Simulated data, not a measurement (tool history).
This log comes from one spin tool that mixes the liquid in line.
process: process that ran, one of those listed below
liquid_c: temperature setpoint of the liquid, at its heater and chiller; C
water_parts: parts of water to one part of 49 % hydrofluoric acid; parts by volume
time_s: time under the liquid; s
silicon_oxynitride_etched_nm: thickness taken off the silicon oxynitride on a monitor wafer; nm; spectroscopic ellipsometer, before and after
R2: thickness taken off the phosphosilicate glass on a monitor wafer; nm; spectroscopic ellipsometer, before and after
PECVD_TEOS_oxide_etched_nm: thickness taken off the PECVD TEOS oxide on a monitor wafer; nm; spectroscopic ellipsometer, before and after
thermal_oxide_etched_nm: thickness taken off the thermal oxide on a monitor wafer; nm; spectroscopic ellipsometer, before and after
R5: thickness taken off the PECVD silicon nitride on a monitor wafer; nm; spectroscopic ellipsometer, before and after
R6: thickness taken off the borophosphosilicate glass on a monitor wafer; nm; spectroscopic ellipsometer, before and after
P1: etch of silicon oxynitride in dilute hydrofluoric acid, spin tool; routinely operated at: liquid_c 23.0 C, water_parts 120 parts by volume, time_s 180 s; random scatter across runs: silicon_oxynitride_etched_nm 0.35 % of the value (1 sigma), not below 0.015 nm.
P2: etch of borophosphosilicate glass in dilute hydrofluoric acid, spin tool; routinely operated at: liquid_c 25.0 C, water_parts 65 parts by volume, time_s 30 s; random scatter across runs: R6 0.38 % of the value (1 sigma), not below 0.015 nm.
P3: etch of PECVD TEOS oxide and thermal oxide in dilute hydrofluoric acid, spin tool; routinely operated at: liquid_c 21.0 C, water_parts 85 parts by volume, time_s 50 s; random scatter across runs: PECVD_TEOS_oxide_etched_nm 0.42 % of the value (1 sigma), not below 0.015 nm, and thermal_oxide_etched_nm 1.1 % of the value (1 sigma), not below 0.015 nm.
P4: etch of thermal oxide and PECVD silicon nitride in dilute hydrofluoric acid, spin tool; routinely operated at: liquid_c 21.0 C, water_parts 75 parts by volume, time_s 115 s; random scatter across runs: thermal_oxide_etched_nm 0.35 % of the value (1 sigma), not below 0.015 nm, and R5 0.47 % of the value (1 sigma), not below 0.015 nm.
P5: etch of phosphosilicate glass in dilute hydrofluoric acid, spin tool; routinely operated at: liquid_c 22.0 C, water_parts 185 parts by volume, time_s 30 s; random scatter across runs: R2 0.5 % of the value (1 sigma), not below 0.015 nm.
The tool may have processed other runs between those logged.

Run 1, hour 8.9: process P1, liquid_c 23.0 C, water_parts 120 parts by volume, time_s 180 s. Result: silicon_oxynitride_etched_nm 6.6099 nm.
Run 2, hour 14.2: process P5, liquid_c 28.0 C, water_parts 185 parts by volume, time_s 30 s. Result: R2 15.273 nm.
Run 3, hour 24.0: process P3, liquid_c 21.0 C, water_parts 85 parts by volume, time_s 15 s. Result: PECVD_TEOS_oxide_etched_nm 3.1373 nm, thermal_oxide_etched_nm 0.7197 nm.
Run 4, hour 33.1: process P1, liquid_c 23.0 C, water_parts 120 parts by volume, time_s 330 s. Result: silicon_oxynitride_etched_nm 12.0710 nm.
Run 5, hour 42.1: process P4, liquid_c 21.0 C, water_parts 35 parts by volume, time_s 115 s. Result: thermal_oxide_etched_nm 15.2050 nm, R5 9.6686 nm.
Run 6, hour 48.1: process P1, liquid_c 23.0 C, water_parts 120 parts by volume, time_s 180 s. Result: silicon_oxynitride_etched_nm 6.6176 nm.
Run 7, hour 57.7: process P5, liquid_c 22.0 C, water_parts 185 parts by volume, time_s 30 s. Result: R2 12.095 nm.
Run 8, hour 64.2: process P1, liquid_c 23.0 C, water_parts 80 parts by volume, time_s 55 s. Result: silicon_oxynitride_etched_nm 3.1347 nm.
Run 9, hour 73.5: process P1, liquid_c 23.0 C, water_parts 120 parts by volume, time_s 55 s. Result: silicon_oxynitride_etched_nm 2.0073 nm.
Run 10, hour 79.1: process P3, liquid_c 21.0 C, water_parts 85 parts by volume, time_s 50 s. Result: PECVD_TEOS_oxide_etched_nm 10.4650 nm, thermal_oxide_etched_nm 2.4992 nm.
Run 11, hour 89.7: process P1, liquid_c 23.0 C, water_parts 120 parts by volume, time_s 180 s. Result: silicon_oxynitride_etched_nm 6.6139 nm.
Run 12, hour 94.9: process P1, liquid_c 23.0 C, water_parts 190 parts by volume, time_s 180 s. Result: silicon_oxynitride_etched_nm 3.9667 nm.
Run 13, hour 101.5: process P4, liquid_c 21.0 C, water_parts 75 parts by volume, time_s 115 s. Result: thermal_oxide_etched_nm 6.7467 nm, R5 4.6144 nm.
Run 14, hour 111.9: process P1, liquid_c 23.0 C, water_parts 120 parts by volume, time_s 180 s. Result: silicon_oxynitride_etched_nm 6.5695 nm.
Run 15, hour 118.6: process P3, liquid_c 21.0 C, water_parts 25 parts by volume, time_s 50 s. Result: PECVD_TEOS_oxide_etched_nm 38.0490 nm, thermal_oxide_etched_nm 8.9523 nm.
Run 16, hour 127.8: process P4, liquid_c 29.0 C, water_parts 75 parts by volume, time_s 115 s. Result: thermal_oxide_etched_nm 9.3069 nm, R5 7.8070 nm.
At hour 135.6: hydrofluoric acid flow meter replaced.
Run 17, hour 138.4: process P2, liquid_c 25.0 C, water_parts 65 parts by volume, time_s 30 s. Result: R6 38.942 nm.
Run 18, hour 145.1: process P1, liquid_c 23.0 C, water_parts 120 parts by volume, time_s 180 s. Result: silicon_oxynitride_etched_nm 6.5904 nm.
Run 19, hour 149.8: process P5, liquid_c 22.0 C, water_parts 185 parts by volume, time_s 50 s. Result: R2 20.385 nm.
Run 20, hour 155.3: process P2, liquid_c 18.0 C, water_parts 65 parts by volume, time_s 30 s. Result: R6 29.192 nm.
Run 21, hour 162.0: process P2, liquid_c 25.0 C, water_parts 65 parts by volume, time_s 15 s. Result: R6 19.566 nm.
Run 22, hour 167.5: process P4, liquid_c 21.0 C, water_parts 75 parts by volume, time_s 220 s. Result: thermal_oxide_etched_nm 12.9780 nm, R5 8.7368 nm.
Run 23, hour 177.9: process P1, liquid_c 29.5 C, water_parts 120 parts by volume, time_s 180 s. Result: silicon_oxynitride_etched_nm 8.9058 nm.
Run 24, hour 185.7: process P5, liquid_c 22.0 C, water_parts 40 parts by volume, time_s 30 s. Result: R2 66.596 nm.
Run 25, hour 193.1: process P2, liquid_c 25.0 C, water_parts 30 parts by volume, time_s 30 s. Result: R6 88.378 nm.
Run 26, hour 200.2: process P1, liquid_c 23.0 C, water_parts 50 parts by volume, time_s 180 s. Result: silicon_oxynitride_etched_nm 16.7070 nm.
Run 27, hour 204.9: process P1, liquid_c 17.0 C, water_parts 120 parts by volume, time_s 180 s. Result: silicon_oxynitride_etched_nm 4.9540 nm.
Run 28, hour 215.3: process P5, liquid_c 22.0 C, water_parts 185 parts by volume, time_s 30 s. Result: R2 12.153 nm.
Run 29, hour 223.5: process P3, liquid_c 17.0 C, water_parts 85 parts by volume, time_s 50 s. Result: PECVD_TEOS_oxide_etched_nm 8.8316 nm, thermal_oxide_etched_nm 2.0284 nm.
Run 30, hour 232.1: process P1, liquid_c 23.0 C, water_parts 120 parts by volume, time_s 180 s. Result: silicon_oxynitride_etched_nm 6.6158 nm.
Run 31, hour 241.7: process P1, liquid_c 23.0 C, water_parts 120 parts by volume, time_s 180 s. Result: silicon_oxynitride_etched_nm 6.8184 nm.
Run 32, hour 249.8: process P1, liquid_c 23.0 C, water_parts 120 parts by volume, time_s 180 s. Result: silicon_oxynitride_etched_nm 6.9569 nm.
Run 33, hour 257.9: process P1, liquid_c 23.0 C, water_parts 120 parts by volume, time_s 180 s. Result: silicon_oxynitride_etched_nm 7.0152 nm.
Run 34, hour 264.8: process P1, liquid_c 23.0 C, water_parts 120 parts by volume, time_s 180 s. Result: silicon_oxynitride_etched_nm 7.0961 nm.
Run 35, hour 270.1: process P1, liquid_c 23.0 C, water_parts 120 parts by volume, time_s 180 s. Result: silicon_oxynitride_etched_nm 7.0668 nm.
Run 36, hour 280.6: process P1, liquid_c 23.0 C, water_parts 120 parts by volume, time_s 180 s. Result: silicon_oxynitride_etched_nm 7.1123 nm.
Run 37, hour 286.8: process P1, liquid_c 23.0 C, water_parts 120 parts by volume, time_s 180 s. Result: silicon_oxynitride_etched_nm 7.1319 nm.
Run 38, hour 293.8: process P1, liquid_c 23.0 C, water_parts 120 parts by volume, time_s 180 s. Result: silicon_oxynitride_etched_nm 7.1812 nm.

P1 has crept away from where it was. The log is fitted equally well by each of these 2 causes, at the sizes shown:
A: hydrofluoric acid flow above the setpoint (%) = 7.37
B: liquid hotter than its thermometer reads (K) = 1.66
The process output started creeping at around hour 232.1.

Question marks stand in for the results of the 4 check runs listed below, each run on one wafer. Under which run would the listed causes show clearly different results?
Run check 1, hour 300.8: process P2, liquid_c 22.0 C, water_parts 65 parts by volume, time_s 30 s. Result: R6 ?.
Run check 2, hour 300.8: process P3, liquid_c 21.0 C, water_parts 25 parts by volume, time_s 15 s. Result: PECVD_TEOS_oxide_etched_nm ?, thermal_oxide_etched_nm ?.
Run check 3, hour 300.8: process P5, liquid_c 22.0 C, water_parts 65 parts by volume, time_s 30 s. Result: R2 ?.
Run check 4, hour 300.8: process P4, liquid_c 28.5 C, water_parts 75 parts by volume, time_s 205 s. Result: thermal_oxide_etched_nm ?, R5 ?.

What every check run would give for each of its results, assuming each possible cause in turn:
  check                      result     if A     if B
check 1                          R6   37.296   36.982
check 2  PECVD_TEOS_oxide_etched_nm  12.2810  12.2500
check 2     thermal_oxide_etched_nm   2.9067   2.8994
check 3                          R2   42.810   42.450
check 4     thermal_oxide_etched_nm  17.6410  17.3870
check 4                          R5  14.4570  14.9770
Minimum pairwise separation of causes per check, each pair taken at its best-separating result: check 1 0.84 %; check 2 0.25 %; check 3 0.84 %; check 4 3.54 %
The other checks would show nearly matching results whichever cause is true, so check 4 is the only one that separates the causes.

With check 4 done, the readings were: thermal_oxide_etched_nm 17.6730 nm; R5 14.4880 nm. Identify which of the listed causes applies.

Of the candidate causes, it is A: hydrofluoric acid flow above the setpoint (%).
